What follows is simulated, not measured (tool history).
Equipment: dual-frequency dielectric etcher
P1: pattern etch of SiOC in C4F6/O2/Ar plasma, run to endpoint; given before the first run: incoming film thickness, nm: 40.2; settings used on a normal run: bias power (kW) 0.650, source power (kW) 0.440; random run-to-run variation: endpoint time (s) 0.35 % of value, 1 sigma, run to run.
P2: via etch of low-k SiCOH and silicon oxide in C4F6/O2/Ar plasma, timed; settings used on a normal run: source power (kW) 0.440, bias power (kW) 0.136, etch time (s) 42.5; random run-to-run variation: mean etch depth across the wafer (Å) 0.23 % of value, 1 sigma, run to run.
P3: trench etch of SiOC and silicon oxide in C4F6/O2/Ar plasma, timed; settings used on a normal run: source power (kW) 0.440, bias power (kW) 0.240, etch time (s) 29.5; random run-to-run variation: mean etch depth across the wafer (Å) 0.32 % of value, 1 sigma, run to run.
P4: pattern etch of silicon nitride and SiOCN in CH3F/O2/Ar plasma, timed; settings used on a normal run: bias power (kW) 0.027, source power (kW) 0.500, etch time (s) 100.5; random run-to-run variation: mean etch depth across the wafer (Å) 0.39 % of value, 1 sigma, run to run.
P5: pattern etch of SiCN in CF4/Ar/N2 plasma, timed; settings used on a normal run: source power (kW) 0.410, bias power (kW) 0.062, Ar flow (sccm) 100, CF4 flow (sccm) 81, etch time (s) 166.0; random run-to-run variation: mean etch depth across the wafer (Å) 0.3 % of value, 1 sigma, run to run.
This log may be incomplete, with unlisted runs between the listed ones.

| run | day | process that ran | bias power (kW) | source power (kW) | etch time (s) | Ar flow (sccm) | CF4 flow (sccm) | endpoint time (s) | mean etch depth across the wafer (Å) |
|---|---|---|---|---|---|---|---|---|---|
| 1 | 0.383 | P1 | 0.650 | 0.440 |  |  |  | 11.788 |  |
| 2 | 1.004 | P3 | 0.240 | 0.440 | 36.0 |  |  |  | 799.470 |
| 3 | 1.654 | P1 | 0.650 | 0.440 |  |  |  | 11.870 |  |
| 4 | 2.146 | P3 | 0.172 | 0.440 | 29.5 |  |  |  | 586.780 |
| 5 | 2.496 | P3 | 0.240 | 0.610 | 29.5 |  |  |  | 741.330 |
| 6 | 3.012 | P5 | 0.062 | 0.410 | 166.0 | 100 | 81 |  | 1232.300 |
| 7 | 3.542 | P2 | 0.136 | 0.440 | 42.5 |  |  |  | 955.100 |
| 8 | 4.121 | P5 | 0.062 | 0.410 | 237.5 | 100 | 81 |  | 1774.000 |
| 9 | 4.492 | P1 | 0.467 | 0.280 |  |  |  | 15.884 |  |
| 10 | 5.038 | P4 | 0.027 | 0.350 | 100.5 |  |  |  | 139.730 |
| 11 | 5.454 | P5 | 0.062 | 0.410 | 166.0 | 137 | 81 |  | 1177.100 |
| 12 | 5.742 | P5 | 0.062 | 0.410 | 166.0 | 100 | 81 |  | 1236.900 |
| 13 | 6.129 | P5 | 0.044 | 0.410 | 166.0 | 100 | 81 |  | 1107.800 |
| 14 | 6.417 | P2 | 0.136 | 0.300 | 42.5 |  |  |  | 824.960 |
| 15 | 6.738 | P1 | 0.794 | 0.440 |  |  |  | 11.023 |  |
| 16 | 7.350 | P2 | 0.136 | 0.440 | 42.5 |  |  |  | 954.630 |
| 17 | 7.908 | P3 | 0.240 | 0.440 | 29.5 |  |  |  | 651.550 |
| 18 | 8.262 | P4 | 0.027 | 0.500 | 62.0 |  |  |  | 97.174 |
| 19 | 8.754 | P2 | 0.136 | 0.440 | 23.5 |  |  |  | 530.720 |
| 20 | 9.225 | P1 | 0.650 | 0.590 |  |  |  | 10.654 |  |
| 21 | 9.521 | P4 | 0.027 | 0.500 | 100.5 |  |  |  | 158.640 |
| 22 | 9.954 | P1 | 0.650 | 0.320 |  |  |  | 13.276 |  |
| 23 | 10.283 | P1 | 0.650 | 0.440 |  |  |  | 11.882 |  |
| 24 | 10.771 | P5 | 0.062 | 0.410 | 166.0 | 100 | 54 |  | 1152.900 |

What does the tool deliver on the next run?
| 25 | 11.379 | P1 | 0.460 | 0.440 |  |  |  | ? |  |

{"run 25": {"endpoint time (s)": 13.55}}
